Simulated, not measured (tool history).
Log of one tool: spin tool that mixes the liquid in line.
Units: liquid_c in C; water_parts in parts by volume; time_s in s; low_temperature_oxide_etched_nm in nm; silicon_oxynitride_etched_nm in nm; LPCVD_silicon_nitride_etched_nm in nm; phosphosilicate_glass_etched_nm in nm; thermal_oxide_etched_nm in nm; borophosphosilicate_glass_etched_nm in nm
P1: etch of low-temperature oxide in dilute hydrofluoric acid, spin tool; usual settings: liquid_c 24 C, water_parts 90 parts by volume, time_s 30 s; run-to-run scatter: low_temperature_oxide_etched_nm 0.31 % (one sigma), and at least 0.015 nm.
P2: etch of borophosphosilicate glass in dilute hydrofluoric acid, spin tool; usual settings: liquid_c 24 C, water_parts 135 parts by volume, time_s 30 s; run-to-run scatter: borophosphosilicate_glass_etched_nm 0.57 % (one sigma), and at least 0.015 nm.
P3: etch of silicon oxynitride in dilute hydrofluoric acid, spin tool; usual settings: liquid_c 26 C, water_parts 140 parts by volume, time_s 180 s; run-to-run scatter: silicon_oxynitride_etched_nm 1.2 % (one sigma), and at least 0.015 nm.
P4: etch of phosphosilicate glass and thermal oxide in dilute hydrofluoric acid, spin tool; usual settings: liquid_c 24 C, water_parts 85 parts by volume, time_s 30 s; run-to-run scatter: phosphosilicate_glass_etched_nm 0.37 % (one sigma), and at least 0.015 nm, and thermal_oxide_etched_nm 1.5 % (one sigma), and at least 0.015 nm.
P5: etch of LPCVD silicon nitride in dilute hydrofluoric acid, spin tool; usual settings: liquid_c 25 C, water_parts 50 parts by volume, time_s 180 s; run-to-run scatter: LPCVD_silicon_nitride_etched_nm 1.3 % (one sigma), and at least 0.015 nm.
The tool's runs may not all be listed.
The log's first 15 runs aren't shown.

run	hour	process	liquid_c	water_parts	time_s	hours since the thermometer was replaced	hours since the hydrofluoric acid flow meter was replaced	low_temperature_oxide_etched_nm	silicon_oxynitride_etched_nm	LPCVD_silicon_nitride_etched_nm	phosphosilicate_glass_etched_nm	thermal_oxide_etched_nm	borophosphosilicate_glass_etched_nm
16	118.7	P5	25	50	40	977.7	747.5			0.44632			
17	128	P1	24	20	30	987	756.8	58.278					
18	135.8	P3	26	55	180	994.8	764.6		5.4232				
19	143.6	P1	29	90	30	1002.6	772.4	14.441					
20	151.2	P1	24	90	15	1010.2	780	5.8914					
21	162	P4	24	85	30	1021	790.8				68.098	1.8265	
22	172.1	P1	24	160	30	1031.1	800.9	6.1053					
23	182.5	P3	26	140	180	1041.5	811.3		1.9601				
24	188.9	P2	24	225	30	1047.9	817.7						9.1055
25	196.3	P2	24	135	50	1055.3	825.1						27.81
26	201.6	P1	24	90	60	1060.6	830.4	23.625					
27	208.1	P2	17	135	30	1067.1	836.9						12.571
28	217	P5	18	50	180	1076	845.8			1.2317			

The next listed run, before its measurement:
29	226.6	P4	17	85	30	1085.6	855.4				?	?	

Run 29 gave phosphosilicate_glass_etched_nm 50.733 nm, thermal_oxide_etched_nm 1.3735 nm.

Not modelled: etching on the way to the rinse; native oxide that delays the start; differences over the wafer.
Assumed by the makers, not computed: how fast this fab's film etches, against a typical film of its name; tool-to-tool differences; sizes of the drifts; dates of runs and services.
